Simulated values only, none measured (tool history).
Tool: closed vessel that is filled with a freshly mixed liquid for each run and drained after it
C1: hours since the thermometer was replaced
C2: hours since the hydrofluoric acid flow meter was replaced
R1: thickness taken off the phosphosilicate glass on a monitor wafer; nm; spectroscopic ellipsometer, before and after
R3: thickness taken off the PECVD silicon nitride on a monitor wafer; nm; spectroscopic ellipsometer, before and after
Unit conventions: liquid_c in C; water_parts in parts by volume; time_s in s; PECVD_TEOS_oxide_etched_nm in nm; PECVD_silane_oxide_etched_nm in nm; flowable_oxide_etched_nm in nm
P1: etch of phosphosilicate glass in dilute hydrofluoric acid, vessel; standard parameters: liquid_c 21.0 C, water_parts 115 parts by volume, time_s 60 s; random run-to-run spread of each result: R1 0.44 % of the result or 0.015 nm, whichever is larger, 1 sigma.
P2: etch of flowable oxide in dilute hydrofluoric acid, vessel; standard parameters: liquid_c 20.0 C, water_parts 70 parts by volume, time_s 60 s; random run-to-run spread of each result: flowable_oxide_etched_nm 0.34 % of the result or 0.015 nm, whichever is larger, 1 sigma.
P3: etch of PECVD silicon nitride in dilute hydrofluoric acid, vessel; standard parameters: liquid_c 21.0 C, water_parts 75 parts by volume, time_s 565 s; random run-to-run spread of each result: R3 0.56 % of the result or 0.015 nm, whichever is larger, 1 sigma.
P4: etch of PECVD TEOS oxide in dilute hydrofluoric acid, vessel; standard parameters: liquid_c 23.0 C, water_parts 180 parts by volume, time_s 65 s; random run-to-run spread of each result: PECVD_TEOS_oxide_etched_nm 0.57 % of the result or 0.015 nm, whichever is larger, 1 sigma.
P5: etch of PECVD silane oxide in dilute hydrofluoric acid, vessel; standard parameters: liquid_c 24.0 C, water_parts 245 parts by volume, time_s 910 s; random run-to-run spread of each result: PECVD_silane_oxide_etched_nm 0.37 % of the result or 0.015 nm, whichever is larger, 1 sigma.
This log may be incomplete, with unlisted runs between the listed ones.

run 1 hour=9.6 | process=P1 liquid_c=21.0 water_parts=115 time_s=60 | C1=543.3 C2=399.7 | R1=53.914
run 2 hour=28.4 | process=P1 liquid_c=17.0 water_parts=170 time_s=60 | C1=562.1 C2=418.5 | R1=29.017
run 3 hour=44.6 | process=P4 liquid_c=23.0 water_parts=180 time_s=65 | C1=578.3 C2=434.7 | PECVD_TEOS_oxide_etched_nm=4.9670
run 4 hour=53.6 | process=P3 liquid_c=21.0 water_parts=25 time_s=565 | C1=587.3 C2=443.7 | R3=59.389
run 5 hour=71.5 | process=P1 liquid_c=17.0 water_parts=115 time_s=60 | C1=605.2 C2=461.6 | R1=45.504
run 6 hour=81.3 | process=P1 liquid_c=17.0 water_parts=180 time_s=60 | C1=615.0 C2=471.4 | R1=27.302
run 7 hour=97.3 | process=P1 liquid_c=21.0 water_parts=115 time_s=60 | C1=631.0 C2=487.4 | R1=53.751
run 8 hour=114.7 | process=P5 liquid_c=24.0 water_parts=245 time_s=910 | C1=648.4 C2=504.8 | PECVD_silane_oxide_etched_nm=47.435
run 9 hour=133.8 | process=P2 liquid_c=20.0 water_parts=40 time_s=60 | C1=667.5 C2=523.9 | flowable_oxide_etched_nm=85.767
run 10 hour=144.5 | process=P5 liquid_c=24.0 water_parts=245 time_s=270 | C1=678.2 C2=534.6 | PECVD_silane_oxide_etched_nm=14.068
run 11 hour=160.0 | process=P1 liquid_c=21.0 water_parts=115 time_s=30 | C1=693.7 C2=550.1 | R1=26.995
run 12 hour=172.6 | process=P2 liquid_c=17.0 water_parts=70 time_s=60 | C1=706.3 C2=562.7 | flowable_oxide_etched_nm=41.756
run 13 hour=188.6 | process=P3 liquid_c=21.0 water_parts=75 time_s=565 | C1=722.3 C2=578.7 | R3=20.529
run 14 hour=198.2 | process=P1 liquid_c=17.0 water_parts=115 time_s=30 | C1=731.9 C2=588.3 | R1=22.792
run 15 hour=208.3 | process=P1 liquid_c=21.0 water_parts=115 time_s=105 | C1=742.0 C2=598.4 | R1=93.909
run 16 hour=225.8 | process=P4 liquid_c=28.0 water_parts=180 time_s=65 | C1=759.5 C2=615.9 | PECVD_TEOS_oxide_etched_nm=5.9596
run 17 hour=238.6 | process=P2 liquid_c=20.0 water_parts=70 time_s=60 | C1=772.3 C2=628.7 | flowable_oxide_etched_nm=47.339
run 18 hour=253.9 | process=P4 liquid_c=23.0 water_parts=180 time_s=30 | C1=787.6 C2=644.0 | PECVD_TEOS_oxide_etched_nm=2.2745
run 19 hour=264.0 | process=P2 liquid_c=20.0 water_parts=70 time_s=120 | C1=797.7 C2=654.1 | flowable_oxide_etched_nm=94.697
run 20 hour=282.5 | process=P5 liquid_c=17.0 water_parts=245 time_s=910 | C1=816.2 C2=672.6 | PECVD_silane_oxide_etched_nm=36.533
run 21 hour=295.6 | process=P1 liquid_c=21.0 water_parts=115 time_s=60 | C1=829.3 C2=685.7 | R1=53.551
run 22 hour=315.0 | process=P1 liquid_c=21.0 water_parts=115 time_s=60 | C1=848.7 C2=705.1 | R1=54.345
run 23 hour=328.5 | process=P1 liquid_c=21.0 water_parts=190 time_s=60 | C1=862.2 C2=718.6 | R1=29.903
run 24 hour=341.8 | process=P3 liquid_c=28.5 water_parts=75 time_s=565 | C1=875.5 C2=731.9 | R3=33.826
run 25 hour=354.3 | process=P1 liquid_c=21.0 water_parts=45 time_s=60 | C1=888.0 C2=744.4 | R1=148.870
run 26 hour=365.4 | process=P1 liquid_c=21.0 water_parts=115 time_s=60 | C1=899.1 C2=755.5 | R1=53.633
run 27 hour=373.7 | process=P1 liquid_c=21.0 water_parts=115 time_s=60 | C1=907.4 C2=763.8 | R1=53.359
run 28 hour=393.1 | process=P1 liquid_c=28.0 water_parts=115 time_s=60 | C1=926.8 C2=783.2 | R1=71.054
run 29 hour=407.2 | process=P5 liquid_c=24.0 water_parts=245 time_s=910 | C1=940.9 C2=797.3 | PECVD_silane_oxide_etched_nm=47.444
run 30 hour=420.7 | process=P5 liquid_c=24.0 water_parts=70 time_s=910 | C1=954.4 C2=810.8 | PECVD_silane_oxide_etched_nm=202.500
run 31 hour=434.5 | process=P4 liquid_c=23.0 water_parts=85 time_s=65 | C1=968.2 C2=824.6 | PECVD_TEOS_oxide_etched_nm=11.7520
run 32 hour=448.9 | process=P3 liquid_c=21.0 water_parts=75 time_s=815 | C1=982.6 C2=839.0 | R3=29.301
run 33 hour=464.5 | process=P1 liquid_c=21.0 water_parts=115 time_s=60 | C1=998.2 C2=854.6 | R1=53.499
run 34 hour=478.2 | process=P1 liquid_c=21.0 water_parts=115 time_s=60 | C1=1011.9 C2=868.3 | R1=52.077
run 35 hour=493.2 | process=P1 liquid_c=21.0 water_parts=115 time_s=60 | C1=1026.9 C2=883.3 | R1=51.293
run 36 hour=503.1 | process=P1 liquid_c=21.0 water_parts=115 time_s=60 | C1=1036.8 C2=893.2 | R1=50.906
run 37 hour=511.6 | process=P1 liquid_c=21.0 water_parts=115 time_s=60 | C1=1045.3 C2=901.7 | R1=51.063
run 38 hour=521.5 | process=P1 liquid_c=21.0 water_parts=115 time_s=60 | C1=1055.2 C2=911.6 | R1=50.317
run 39 hour=532.3 | process=P1 liquid_c=21.0 water_parts=115 time_s=60 | C1=1066.0 C2=922.4 | R1=50.667
run 40 hour=548.7 | process=P1 liquid_c=21.0 water_parts=115 time_s=60 | C1=1082.4 C2=938.8 | R1=50.512
run 41 hour=567.3 | process=P1 liquid_c=21.0 water_parts=115 time_s=60 | C1=1101.0 C2=957.4 | R1=50.532
run 42 hour=576.5 | process=P1 liquid_c=21.0 water_parts=115 time_s=60 | C1=1110.2 C2=966.6 | R1=50.399

What P1 gives has crept away from where it was. These 2 causes fit the log equally well, each at the size given:
A: liquid colder than its thermometer reads (K) = 1.58
B: hydrofluoric acid flow below the setpoint (%) = 5.49
The drift started at roughly hour 464.5.

Each of the 4 check runs below uses one wafer; its results are left as question marks. Which run tells the causes apart?
run check 1 hour=585.7 | process=P5 liquid_c=17.0 water_parts=115 time_s=910 | PECVD_silane_oxide_etched_nm=?
run check 2 hour=585.7 | process=P3 liquid_c=28.5 water_parts=35 time_s=565 | R3=?
run check 3 hour=585.7 | process=P4 liquid_c=23.0 water_parts=115 time_s=30 | PECVD_TEOS_oxide_etched_nm=?
run check 4 hour=585.7 | process=P2 liquid_c=20.0 water_parts=70 time_s=110 | flowable_oxide_etched_nm=?

Outcome of each check run for each possible cause:
check=check_1 result=PECVD_silane_oxide_etched_nm if_A=82.265 if_B=82.539
check=check_2 result=R3 if_A=64.141 if_B=67.389
check=check_3 result=PECVD_TEOS_oxide_etched_nm if_A=3.5990 if_B=3.5944
check=check_4 result=flowable_oxide_etched_nm if_A=81.114 if_B=81.550
Per check, the gap between the least separated pair of causes, taken in the result that splits them most: check 1 0.33 %; check 2 4.94 %; check 3 0.13 %; check 4 0.54 %
Of the check runs offered, only check 2 discriminates between the causes; the rest would read about the same regardless of which cause applies.

After running check 2, the following was obtained: R3 67.608 nm. Which cause does this point to?

The correct cause is B, namely: hydrofluoric acid flow below the setpoint (%).
